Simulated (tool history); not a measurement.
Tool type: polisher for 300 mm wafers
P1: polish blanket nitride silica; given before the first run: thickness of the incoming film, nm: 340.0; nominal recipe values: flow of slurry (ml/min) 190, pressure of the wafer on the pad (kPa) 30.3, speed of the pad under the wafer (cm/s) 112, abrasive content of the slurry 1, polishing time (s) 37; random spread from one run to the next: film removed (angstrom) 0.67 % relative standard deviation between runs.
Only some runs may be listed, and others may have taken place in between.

run	day	flow of slurry (ml/min)	pressure of the wafer on the pad (kPa)	speed of the pad under the wafer (cm/s)	abrasive content of the slurry	polishing time (s)	wafers polished on this pad	hours since the slurry nozzle was cleaned	hours since the head pressure was calibrated	hours since the slurry blender was calibrated	hours since the conditioning disc was replaced	film removed (angstrom)
1	0.104	190	30.3	112	1	37	463	459.3	286.5	15.4	32.3	380.55
2	0.233	190	30.3	112	1.45	37	505	462.4	289.6	18.5	35.4	445.44
3	0.354	190	18.6	112	0.7	37	545	465.3	292.5	21.4	38.3	194.46
4	0.492	190	30.3	170	1	37	590	468.6	295.8	24.7	41.6	537.87
5	0.592	190	37.9	112	1.3	37	622	471	298.2	27.1	44	539.61
6	0.679	190	46.2	112	1	37	651	473.1	300.3	29.2	46.1	583
7	0.829	190	30.3	112	1	27	700	476.7	303.9	32.8	49.7	283.96
8	0.958	285	30.3	112	1	37	743	479.8	307	35.9	52.8	406.04
9	1.108	190	30.3	112	1	37	792	483.4	310.6	39.5	56.4	383.42
10	1.246	190	30.3	112	1	57	837	486.7	313.9	42.8	59.7	590.82
11	1.383	190	30.3	112	1	37	882	490	317.2	46.1	63	384.87
12	1.546	190	13.8	112	1	37	935	493.9	321.1	50	66.9	174.87
# day 1.588: conditioning disc replaced and pad reconditioned
13	1.642	190	17.9	50	1	37	966	496.2	323.4	52.3	1.3	119.02
14	1.792	140	30.3	112	1	37	1015	499.8	327	55.9	4.9	363.93
15	1.883	190	30.3	112	1	37	1045	502	329.2	58.1	7.1	386.89
16	2.008	190	30.3	112	0.5	37	1086	505	332.2	61.1	10.1	264.14
17	2.162	190	30.3	52	1	37	1137	508.7	335.9	64.8	13.8	209.07
18	2.3	190	30.3	112	1	37	1182	512	339.2	68.1	17.1	384.93
19	2.388	190	30.3	112	1	37	1210	514.1	341.3	70.2	19.2	367.27
20	2.558	190	30.3	112	1	37	1266	518.2	345.4	74.3	23.3	354.42
21	2.667	190	30.3	112	1	37	1302	520.8	348	76.9	25.9	347.15
# day 2.746: slurry nozzle cleaned
# day 2.762: conditioning disc replaced and pad reconditioned
22	2.825	190	30.3	112	1	37	1354	1.9	351.8	80.7	1.6	341.38
23	2.983	190	30.3	112	1	37	1405	5.7	355.6	84.5	5.4	339.95
# day 3.079: head pressure recalibrated
24	3.133	190	30.3	112	1	37	1455	9.3	1.3	88.1	9	338.88
25	3.267	190	30.3	112	1	37	1498	12.5	4.5	91.3	12.2	335.1
26	3.396	190	30.3	112	1	37	1541	15.6	7.6	94.4	15.3	333.39

What P1 gives has crept off from where it sat before. The 2 causes that follow fit the log equally well, each at the size noted:
A: removal rate lost through wear of the pad, % = 12.8
B: abrasive missing from the slurry, % = 24.5
Creep in the process output first set in at about day 2.3.
Why every other cause is out:
slurry flow missing at the pad, %: maintenance at day 2.746, after the shift began, did not return the process to its former output
head's pressure below its setpoint, %: maintenance at day 3.079, after the shift began, did not return the process to its former output
time polished since the conditioner stopped cutting, s: maintenance at day 2.762, after the shift began, did not return the process to its former output

Consider the 4 check runs below, whose results appear as question marks and each of which averages 2 wafers. Which one distinguishes the causes, in that each cause would give it a clearly different result?
check 1	3.525	190	30.3	84	0.6	37						?
check 2	3.525	190	23.4	162	1	37						?
check 3	3.525	190	30.3	112	1	56						?
check 4	3.525	145	30.3	112	1	37						?

What every check run would give for each of its results, assuming each possible cause in turn:
check	result	if A	if B
check 1	film removed (angstrom)	204.49	197.28
check 2	film removed (angstrom)	348.21	347.99
check 3	film removed (angstrom)	507.64	507.33
check 4	film removed (angstrom)	321.3	321.1
Separation of the two closest causes in each check, using whichever result separates them best: check 1 3.59 %; check 2 0.06 %; check 3 0.06 %; check 4 0.06 %
Of the check runs offered, only check 1 discriminates between the causes; the rest would read about the same regardless of which cause applies.

Here is what check 1 returned: film removed (angstrom) 197.73. Which cause is it?

The correct cause is B, namely: abrasive missing from the slurry, %.
